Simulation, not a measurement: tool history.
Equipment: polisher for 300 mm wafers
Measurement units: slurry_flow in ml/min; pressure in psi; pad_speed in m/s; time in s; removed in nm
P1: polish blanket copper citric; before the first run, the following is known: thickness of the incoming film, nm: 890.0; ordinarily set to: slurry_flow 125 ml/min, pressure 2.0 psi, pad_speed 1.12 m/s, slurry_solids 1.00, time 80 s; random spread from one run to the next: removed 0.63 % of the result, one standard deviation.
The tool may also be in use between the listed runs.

Run 1, hour 9.7: slurry_flow 125 ml/min, pressure 2.0 psi, pad_speed 1.12 m/s, slurry_solids 1.00, time 80 s. Result: removed 110.090 nm.
Run 2, hour 25.2: slurry_flow 125 ml/min, pressure 2.0 psi, pad_speed 1.72 m/s, slurry_solids 1.00, time 80 s. Result: removed 167.850 nm.
Run 3, hour 33.3: slurry_flow 125 ml/min, pressure 2.0 psi, pad_speed 1.12 m/s, slurry_solids 1.00, time 80 s. Result: removed 110.700 nm.
Run 4, hour 49.0: slurry_flow 125 ml/min, pressure 2.0 psi, pad_speed 1.12 m/s, slurry_solids 1.30, time 80 s. Result: removed 115.890 nm.
Run 5, hour 60.7: slurry_flow 125 ml/min, pressure 2.7 psi, pad_speed 1.12 m/s, slurry_solids 1.00, time 80 s. Result: removed 149.670 nm.
Run 6, hour 72.9: slurry_flow 125 ml/min, pressure 2.0 psi, pad_speed 1.12 m/s, slurry_solids 1.00, time 38 s. Result: removed 52.715 nm.
Run 7, hour 87.2: slurry_flow 125 ml/min, pressure 2.0 psi, pad_speed 0.50 m/s, slurry_solids 1.00, time 80 s. Result: removed 51.428 nm.
Run 8, hour 100.6: slurry_flow 125 ml/min, pressure 0.9 psi, pad_speed 1.12 m/s, slurry_solids 1.00, time 80 s. Result: removed 51.996 nm.
Run 9, hour 108.7: slurry_flow 75 ml/min, pressure 2.0 psi, pad_speed 1.12 m/s, slurry_solids 1.00, time 80 s. Result: removed 97.807 nm.
Run 10, hour 116.0: slurry_flow 125 ml/min, pressure 2.0 psi, pad_speed 1.12 m/s, slurry_solids 0.50, time 80 s. Result: removed 95.422 nm.
Run 11, hour 124.8: slurry_flow 125 ml/min, pressure 2.0 psi, pad_speed 1.12 m/s, slurry_solids 0.75, time 105 s. Result: removed 137.970 nm.
Run 12, hour 134.8: slurry_flow 175 ml/min, pressure 2.0 psi, pad_speed 1.12 m/s, slurry_solids 1.00, time 80 s. Result: removed 119.000 nm.
Run 13, hour 145.7: slurry_flow 125 ml/min, pressure 2.0 psi, pad_speed 1.12 m/s, slurry_solids 1.00, time 124 s. Result: removed 172.670 nm.
Run 14, hour 159.7: slurry_flow 125 ml/min, pressure 2.0 psi, pad_speed 1.12 m/s, slurry_solids 0.75, time 113 s. Result: removed 149.250 nm.
Run 15, hour 174.8: slurry_flow 125 ml/min, pressure 2.0 psi, pad_speed 1.12 m/s, slurry_solids 1.00, time 80 s. Result: removed 111.070 nm.
Run 16, hour 182.4: slurry_flow 125 ml/min, pressure 2.0 psi, pad_speed 1.12 m/s, slurry_solids 1.00, time 80 s. Result: removed 109.980 nm.
Run 17, hour 189.7: slurry_flow 125 ml/min, pressure 2.0 psi, pad_speed 1.12 m/s, slurry_solids 1.00, time 80 s. Result: removed 112.140 nm.
Run 18, hour 203.3: slurry_flow 125 ml/min, pressure 2.0 psi, pad_speed 1.12 m/s, slurry_solids 1.00, time 80 s. Result: removed 110.990 nm.
Run 19, hour 216.1: slurry_flow 125 ml/min, pressure 2.0 psi, pad_speed 1.12 m/s, slurry_solids 1.00, time 80 s. Result: removed 109.060 nm.
Run 20, hour 232.0: slurry_flow 125 ml/min, pressure 2.0 psi, pad_speed 1.12 m/s, slurry_solids 1.00, time 80 s. Result: removed 105.840 nm.
Run 21, hour 240.4: slurry_flow 125 ml/min, pressure 2.0 psi, pad_speed 1.12 m/s, slurry_solids 1.00, time 80 s. Result: removed 103.820 nm.
Run 22, hour 250.5: slurry_flow 125 ml/min, pressure 2.0 psi, pad_speed 1.12 m/s, slurry_solids 1.00, time 80 s. Result: removed 105.190 nm.
At hour 256.5: slurry blender recalibrated.
Run 23, hour 266.3: slurry_flow 125 ml/min, pressure 2.0 psi, pad_speed 1.12 m/s, slurry_solids 1.00, time 80 s. Result: removed 103.990 nm.
At hour 271.1: head pressure recalibrated.
Run 24, hour 278.3: slurry_flow 125 ml/min, pressure 2.0 psi, pad_speed 1.12 m/s, slurry_solids 1.00, time 80 s. Result: removed 102.890 nm.
Run 25, hour 289.0: slurry_flow 125 ml/min, pressure 2.0 psi, pad_speed 1.12 m/s, slurry_solids 1.00, time 80 s. Result: removed 103.270 nm.
Run 26, hour 304.0: slurry_flow 125 ml/min, pressure 2.0 psi, pad_speed 1.12 m/s, slurry_solids 1.00, time 80 s. Result: removed 103.120 nm.

P1 no longer gives what it gave before; its output has crept away from where it was. The following 2 causes, each at its listed size, fit the log equally well:
A: removal rate lost through wear of the pad, % = 7.29
B: slurry flow missing at the pad, % = 27.4
At approximately hour 203.3, the process output began to creep.
Why every other cause is out:
head's pressure below its setpoint, %: its service at hour 271.1 followed the start of the drift and did not put the process back to its old value
abrasive missing from the slurry, %: its service at hour 256.5 followed the start of the drift and did not put the process back to its old value

Which of the check runs below tells the causes apart, meaning the causes would give it clearly different results? Each run uses 2 wafers whose results are averaged, and each result is shown as a question mark.
Run check 1, hour 319.0: slurry_flow 125 ml/min, pressure 2.0 psi, pad_speed 1.12 m/s, slurry_solids 0.65, time 123 s. Result: removed ?.
Run check 2, hour 319.0: slurry_flow 75 ml/min, pressure 2.0 psi, pad_speed 1.12 m/s, slurry_solids 1.00, time 38 s. Result: removed ?.
Run check 3, hour 319.0: slurry_flow 125 ml/min, pressure 0.9 psi, pad_speed 1.12 m/s, slurry_solids 1.00, time 123 s. Result: removed ?.
Run check 4, hour 319.0: slurry_flow 125 ml/min, pressure 1.2 psi, pad_speed 1.12 m/s, slurry_solids 1.00, time 80 s. Result: removed ?.

What each check would give under each cause:
  check   result     if A     if B
check 1  removed  144.850  144.840
check 2  removed   42.903   41.155
check 3  removed   74.100   74.094
check 4  removed   63.162   63.157
Separation of the two closest causes in each check, using whichever result separates them best: check 1 0.01 %; check 2 4.16 %; check 3 0.01 %; check 4 0.01 %
The causes can be told apart only by check 2. The other checks would give nearly the same results under each of them.

Check 2 was then run and gave: removed 41.045 nm. Which cause is it?

The correct cause is B, namely: slurry flow missing at the pad, %.
